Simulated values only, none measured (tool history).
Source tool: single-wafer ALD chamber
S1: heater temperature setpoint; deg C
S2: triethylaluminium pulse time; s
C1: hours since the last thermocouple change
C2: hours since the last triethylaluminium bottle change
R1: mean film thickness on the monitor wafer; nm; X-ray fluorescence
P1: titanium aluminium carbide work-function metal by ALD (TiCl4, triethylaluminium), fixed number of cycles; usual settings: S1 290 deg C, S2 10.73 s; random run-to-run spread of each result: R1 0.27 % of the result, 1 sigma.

{"run": 1, "hour": 9.8, "S1": 290, "S2": 10.73, "C1": 838, "C2": 154.2, "R1": 1.9269}
{"run": 2, "hour": 16.8, "S1": 270, "S2": 10.73, "C1": 845, "C2": 161.2, "R1": 1.76}
{"run": 3, "hour": 22.3, "S1": 290, "S2": 3.67, "C1": 850.5, "C2": 166.7, "R1": 1.4284}
{"run": 4, "hour": 30.7, "S1": 290, "S2": 17.34, "C1": 858.9, "C2": 175.1, "R1": 1.986}
{"run": 5, "hour": 39.6, "S1": 313, "S2": 10.73, "C1": 867.8, "C2": 184, "R1": 2.1239}
{"hour": 42.9, "done": "thermocouple changed; heater temperature recalibrated"}
{"run": 6, "hour": 46.5, "S1": 290, "S2": 10.73, "C1": 3.7, "C2": 190.9, "R1": 1.9422}
{"run": 7, "hour": 54.1, "S1": 290, "S2": 10.73, "C1": 11.3, "C2": 198.5, "R1": 1.9345}
{"hour": 56.9, "done": "triethylaluminium bottle replaced"}
{"run": 8, "hour": 63.1, "S1": 276, "S2": 5.11, "C1": 20.3, "C2": 6.2, "R1": 1.5358}
{"run": 9, "hour": 68.3, "S1": 290, "S2": 10.73, "C1": 25.5, "C2": 11.4, "R1": 1.9281}
{"run": 10, "hour": 74.2, "S1": 290, "S2": 10.73, "C1": 31.4, "C2": 17.3, "R1": 1.9394}
{"run": 11, "hour": 85.8, "S1": 290, "S2": 10.73, "C1": 43, "C2": 28.9, "R1": 1.9338}
{"run": 12, "hour": 93.6, "S1": 290, "S2": 10.73, "C1": 50.8, "C2": 36.7, "R1": 1.9373}
{"run": 13, "hour": 99.1, "S1": 290, "S2": 10.73, "C1": 56.3, "C2": 42.2, "R1": 1.9389}
{"run": 14, "hour": 104.4, "S1": 290, "S2": 10.73, "C1": 61.6, "C2": 47.5, "R1": 1.9194}
{"run": 15, "hour": 115.8, "S1": 290, "S2": 10.73, "C1": 73, "C2": 58.9, "R1": 1.8908}
{"run": 16, "hour": 125.0, "S1": 290, "S2": 10.73, "C1": 82.2, "C2": 68.1, "R1": 1.8804}
{"run": 17, "hour": 130.7, "S1": 290, "S2": 10.73, "C1": 87.9, "C2": 73.8, "R1": 1.8862}
{"run": 18, "hour": 137.6, "S1": 290, "S2": 10.73, "C1": 94.8, "C2": 80.7, "R1": 1.8915}
{"run": 19, "hour": 146.1, "S1": 290, "S2": 10.73, "C1": 103.3, "C2": 89.2, "R1": 1.8897}

Something has made what P1 gives creep away from where it was; the 2 causes below, each at its own stated size, fit the log equally well:
A: triethylaluminium dose below that of a fresh bottle (%) = 17.8
B: wafer temperature below the value expected at the setpoint (K) = 5.27
The process output started creeping at around hour 99.1.

Each of the 4 check runs below uses one wafer; its results are left as question marks. Which run tells the causes apart?
{"run": "check 1", "hour": 154.6, "S1": 312, "S2": 10.73, "R1": "?"}
{"run": "check 2", "hour": 154.6, "S1": 270, "S2": 10.73, "R1": "?"}
{"run": "check 3", "hour": 154.6, "S1": 300, "S2": 6.12, "R1": "?"}
{"run": "check 4", "hour": 154.6, "S1": 271, "S2": 10.73, "R1": "?"}

Outcome of each check run for each possible cause:
check=check_1 result=R1 if_A=2.0763 if_B=2.08
check=check_2 result=R1 if_A=1.7194 if_B=1.7163
check=check_3 result=R1 if_A=1.7063 if_B=1.7792
check=check_4 result=R1 if_A=1.7278 if_B=1.7248
How far apart the two closest causes lie, in the result that separates them most: check 1 0.17 %; check 2 0.18 %; check 3 4.18 %; check 4 0.17 %
Check 3 tells the causes apart: in the others they would give nearly the same result.

Then check 3 was run and gave: R1 1.7885 nm. Which cause is it?

It was cause B: wafer temperature below the value expected at the setpoint (K).

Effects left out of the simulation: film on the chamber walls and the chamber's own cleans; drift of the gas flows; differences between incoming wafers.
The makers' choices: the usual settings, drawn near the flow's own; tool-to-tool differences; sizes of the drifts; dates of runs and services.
